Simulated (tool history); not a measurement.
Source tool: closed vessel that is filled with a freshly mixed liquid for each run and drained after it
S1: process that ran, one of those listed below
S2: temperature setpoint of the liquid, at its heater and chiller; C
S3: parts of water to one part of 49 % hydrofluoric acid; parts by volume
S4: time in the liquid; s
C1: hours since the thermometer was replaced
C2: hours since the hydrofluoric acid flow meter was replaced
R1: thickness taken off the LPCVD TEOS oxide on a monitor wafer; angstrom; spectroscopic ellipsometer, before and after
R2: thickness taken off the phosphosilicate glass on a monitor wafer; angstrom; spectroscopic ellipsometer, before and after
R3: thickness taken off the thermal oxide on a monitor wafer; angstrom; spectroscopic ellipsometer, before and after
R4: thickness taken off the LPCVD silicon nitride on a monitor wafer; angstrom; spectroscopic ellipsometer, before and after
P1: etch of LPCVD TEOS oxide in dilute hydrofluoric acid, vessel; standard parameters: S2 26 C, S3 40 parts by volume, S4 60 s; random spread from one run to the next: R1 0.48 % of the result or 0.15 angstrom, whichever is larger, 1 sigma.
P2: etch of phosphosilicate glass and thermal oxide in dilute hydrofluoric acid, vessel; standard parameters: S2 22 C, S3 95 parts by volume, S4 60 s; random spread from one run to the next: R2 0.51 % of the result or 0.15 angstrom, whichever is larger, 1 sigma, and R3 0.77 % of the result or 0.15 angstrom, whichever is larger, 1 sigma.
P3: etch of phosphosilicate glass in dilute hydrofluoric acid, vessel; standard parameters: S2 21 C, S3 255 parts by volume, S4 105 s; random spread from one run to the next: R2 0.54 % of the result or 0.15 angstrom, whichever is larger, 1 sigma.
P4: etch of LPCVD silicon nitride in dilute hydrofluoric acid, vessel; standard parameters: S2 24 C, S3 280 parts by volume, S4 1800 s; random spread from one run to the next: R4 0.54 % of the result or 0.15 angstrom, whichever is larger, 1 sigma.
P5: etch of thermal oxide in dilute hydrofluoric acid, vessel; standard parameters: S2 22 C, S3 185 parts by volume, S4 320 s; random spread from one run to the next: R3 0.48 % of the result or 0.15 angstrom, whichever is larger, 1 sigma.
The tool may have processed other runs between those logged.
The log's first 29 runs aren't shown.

run	day	S1	S2	S3	S4	C1	C2	R1	R2	R3	R4
30	9.346	P4	24	280	550	534	521.1				11.701
31	9.629	P3	25.5	255	105	540.8	527.9		426.6		
32	9.879	P4	24	280	1800	546.8	533.9				36.765
33	10.262	P5	22	185	320	556	543.1			67.969	
34	10.546	P1	26	40	60	562.8	549.9	407.32			
35	10.954	P1	26	40	60	572.6	559.7	425.49			
36	11.262	P1	26	40	60	580	567.1	434.97			
37	11.625	P1	26	40	60	588.7	575.8	439.73			
38	11.85	P1	26	40	60	594.1	581.2	443.22			

Estimate the outcome of run 39 from the log above:
39	12.129	P1	26	40	60	600.8	587.9	?			

{"run 39": {"R1": 440.43}}
